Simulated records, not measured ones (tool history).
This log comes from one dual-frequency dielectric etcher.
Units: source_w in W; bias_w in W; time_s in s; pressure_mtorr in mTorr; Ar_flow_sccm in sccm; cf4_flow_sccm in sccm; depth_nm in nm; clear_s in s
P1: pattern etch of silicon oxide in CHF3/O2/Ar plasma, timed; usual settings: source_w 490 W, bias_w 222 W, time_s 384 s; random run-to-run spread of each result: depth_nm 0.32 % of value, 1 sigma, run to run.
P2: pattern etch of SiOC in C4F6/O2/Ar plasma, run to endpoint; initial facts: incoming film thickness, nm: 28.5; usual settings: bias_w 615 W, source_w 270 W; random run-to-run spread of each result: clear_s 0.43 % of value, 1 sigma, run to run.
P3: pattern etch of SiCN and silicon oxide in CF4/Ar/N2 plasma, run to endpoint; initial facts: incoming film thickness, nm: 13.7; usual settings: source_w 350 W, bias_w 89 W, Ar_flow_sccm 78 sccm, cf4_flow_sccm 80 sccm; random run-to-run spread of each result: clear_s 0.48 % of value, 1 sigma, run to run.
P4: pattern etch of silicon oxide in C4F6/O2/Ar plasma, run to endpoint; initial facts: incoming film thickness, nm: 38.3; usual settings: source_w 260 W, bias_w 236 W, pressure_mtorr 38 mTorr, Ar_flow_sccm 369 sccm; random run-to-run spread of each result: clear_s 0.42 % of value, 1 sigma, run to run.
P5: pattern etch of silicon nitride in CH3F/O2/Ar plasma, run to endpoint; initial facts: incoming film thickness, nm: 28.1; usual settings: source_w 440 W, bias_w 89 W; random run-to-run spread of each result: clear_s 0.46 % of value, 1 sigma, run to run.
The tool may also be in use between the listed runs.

run,hour,process,source_w,bias_w,time_s,pressure_mtorr,Ar_flow_sccm,cf4_flow_sccm,depth_nm,clear_s
1,7.8,P1,490,222,384,,,,728.71,
2,17.8,P4,260,141,,38,369,,,16.754
3,31.1,P1,490,222,384,,,,732.96,
4,46.8,P1,640,289,384,,,,886.68,
5,62.3,P1,490,222,261.5,,,,497.34,
6,75.9,P4,260,236,,31,369,,,13.796
7,87.1,P2,270,615,,,,,,10.632
8,101.9,P5,440,89,,,,,,37.444
9,115.9,P5,440,125,,,,,,33.025
10,129.9,P2,270,615,,,,,,10.628
11,141.6,P1,490,139,384,,,,621.71,
12,155.9,P1,610,222,384,,,,792.19,
13,165.4,P3,350,89,,,78,80,,17.47
14,176,P4,350,236,,38,369,,,12.7
15,188.6,P5,620,89,,,,,,32.759
# hour 196.6: source power generator calibrated
16,202.7,P1,490,288,384,,,,803.27,
17,215,P3,350,89,,,46,80,,16.631
18,231.9,P2,380,615,,,,,,9.3341
# hour 234: bias power generator calibrated
19,239.8,P1,490,222,384,,,,728.28,
20,255.7,P3,210,89,,,78,80,,27.558
21,268.4,P3,350,122,,,78,80,,15.631
22,284.7,P1,490,222,508,,,,965.38,
23,297.9,P4,260,236,,38,369,,,14.132
24,309.6,P3,350,89,,,78,104,,17.053
25,318,P2,270,747,,,,,,9.7973
26,326.6,P1,390,174,384,,,,614.83,
27,339.3,P1,370,222,384,,,,657.48,
28,354.1,P1,490,222,384,,,,730.68,
29,364.3,P1,490,222,384,,,,728.01,
30,374.4,P1,490,222,384,,,,732.45,
31,383.3,P4,260,236,,38,436,,,14.407
32,397.2,P1,490,145,301,,,,495.94,
33,411.3,P1,490,222,384,,,,732.86,
34,428.8,P1,490,222,384,,,,719.69,
35,440.5,P1,490,222,384,,,,722.6,
36,448.3,P1,490,222,384,,,,720.05,
# hour 450.9: wet clean of the chamber
37,465,P1,490,222,384,,,,714.86,
38,473.7,P1,490,222,384,,,,720.81,
39,489.6,P1,490,222,384,,,,720.16,

For run 40, what comes out?
40,503.8,P1,490,222,384,,,,?,

Run 40 gave depth_nm 718.9 nm.
